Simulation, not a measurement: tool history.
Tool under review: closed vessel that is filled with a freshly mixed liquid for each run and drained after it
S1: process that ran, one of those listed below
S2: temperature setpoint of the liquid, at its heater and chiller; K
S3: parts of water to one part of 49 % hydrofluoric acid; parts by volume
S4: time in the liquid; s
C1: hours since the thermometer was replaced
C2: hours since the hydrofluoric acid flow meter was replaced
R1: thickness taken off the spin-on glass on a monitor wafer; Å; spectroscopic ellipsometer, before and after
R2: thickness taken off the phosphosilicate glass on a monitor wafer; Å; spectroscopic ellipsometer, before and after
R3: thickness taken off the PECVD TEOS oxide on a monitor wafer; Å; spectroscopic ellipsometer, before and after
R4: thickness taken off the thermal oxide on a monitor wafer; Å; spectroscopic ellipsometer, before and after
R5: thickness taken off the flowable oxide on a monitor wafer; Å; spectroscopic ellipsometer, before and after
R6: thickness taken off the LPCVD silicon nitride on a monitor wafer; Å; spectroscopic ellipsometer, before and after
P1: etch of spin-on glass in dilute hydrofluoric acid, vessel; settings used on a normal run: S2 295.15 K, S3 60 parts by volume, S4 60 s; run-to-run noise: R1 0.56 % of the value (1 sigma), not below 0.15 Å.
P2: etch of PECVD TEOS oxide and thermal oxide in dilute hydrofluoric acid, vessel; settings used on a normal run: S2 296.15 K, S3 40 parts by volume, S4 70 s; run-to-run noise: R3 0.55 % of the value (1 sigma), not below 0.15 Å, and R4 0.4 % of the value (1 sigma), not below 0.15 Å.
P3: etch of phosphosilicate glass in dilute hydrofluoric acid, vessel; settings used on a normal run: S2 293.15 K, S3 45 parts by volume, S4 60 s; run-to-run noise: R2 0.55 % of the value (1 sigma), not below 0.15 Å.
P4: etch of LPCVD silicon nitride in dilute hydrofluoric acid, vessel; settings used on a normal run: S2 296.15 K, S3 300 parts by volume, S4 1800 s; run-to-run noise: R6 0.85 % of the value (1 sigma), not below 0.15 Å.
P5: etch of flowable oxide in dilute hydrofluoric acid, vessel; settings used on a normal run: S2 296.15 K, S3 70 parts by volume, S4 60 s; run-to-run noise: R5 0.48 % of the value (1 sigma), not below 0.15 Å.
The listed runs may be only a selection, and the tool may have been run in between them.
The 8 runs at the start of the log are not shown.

Run 9, hour 69.8: S1 P1, S2 295.15 K, S3 100 parts by volume, S4 60 s; C1 345; C2 829.3. Result: R1 338.64 Å.
Run 10, hour 74.7: S1 P2, S2 296.15 K, S3 40 parts by volume, S4 130 s; C1 349.9; C2 834.2. Result: R3 1012.1 Å, R4 158.71 Å.
Run 11, hour 79.9: S1 P5, S2 290.15 K, S3 70 parts by volume, S4 60 s; C1 355.1; C2 839.4. Result: R5 309.32 Å.
Run 12, hour 88: S1 P4, S2 296.15 K, S3 300 parts by volume, S4 3160 s; C1 363.2; C2 847.5. Result: R6 50.378 Å.
Run 13, hour 93.4: S1 P2, S2 296.15 K, S3 40 parts by volume, S4 70 s; C1 368.6; C2 852.9. Result: R3 548.41 Å, R4 85.677 Å.
At hour 97.9: thermometer replaced.
Run 14, hour 101.8: S1 P3, S2 293.15 K, S3 45 parts by volume, S4 105 s; C1 4; C2 861.3. Result: R2 1735.8 Å.
Run 15, hour 107.6: S1 P2, S2 300.65 K, S3 40 parts by volume, S4 70 s; C1 9.8; C2 867.1. Result: R3 654.93 Å, R4 104 Å.
Run 16, hour 115.8: S1 P5, S2 296.15 K, S3 70 parts by volume, S4 60 s; C1 18; C2 875.3. Result: R5 394.19 Å.
Run 17, hour 125: S1 P4, S2 296.15 K, S3 540 parts by volume, S4 1800 s; C1 27.2; C2 884.5. Result: R6 16.238 Å.
Run 18, hour 130.8: S1 P4, S2 296.15 K, S3 300 parts by volume, S4 1800 s; C1 33; C2 890.3. Result: R6 28.735 Å.
Run 19, hour 135.5: S1 P4, S2 302.65 K, S3 300 parts by volume, S4 1800 s; C1 37.7; C2 895. Result: R6 42.361 Å.
Run 20, hour 141.9: S1 P1, S2 295.15 K, S3 30 parts by volume, S4 60 s; C1 44.1; C2 901.4. Result: R1 1227.3 Å.
Run 21, hour 149.2: S1 P1, S2 295.15 K, S3 60 parts by volume, S4 60 s; C1 51.4; C2 908.7. Result: R1 598.3 Å.
Run 22, hour 155.2: S1 P1, S2 295.15 K, S3 60 parts by volume, S4 60 s; C1 57.4; C2 914.7. Result: R1 592.61 Å.
Run 23, hour 159.9: S1 P3, S2 293.15 K, S3 45 parts by volume, S4 60 s; C1 62.1; C2 919.4. Result: R2 980.61 Å.

The next listed run, before its measurement:
Run 24, hour 165.5: S1 P5, S2 296.15 K, S3 70 parts by volume, S4 30 s; C1 67.7; C2 925. Result: R5 ?.

{"run 24": {"R5": 198.54}}
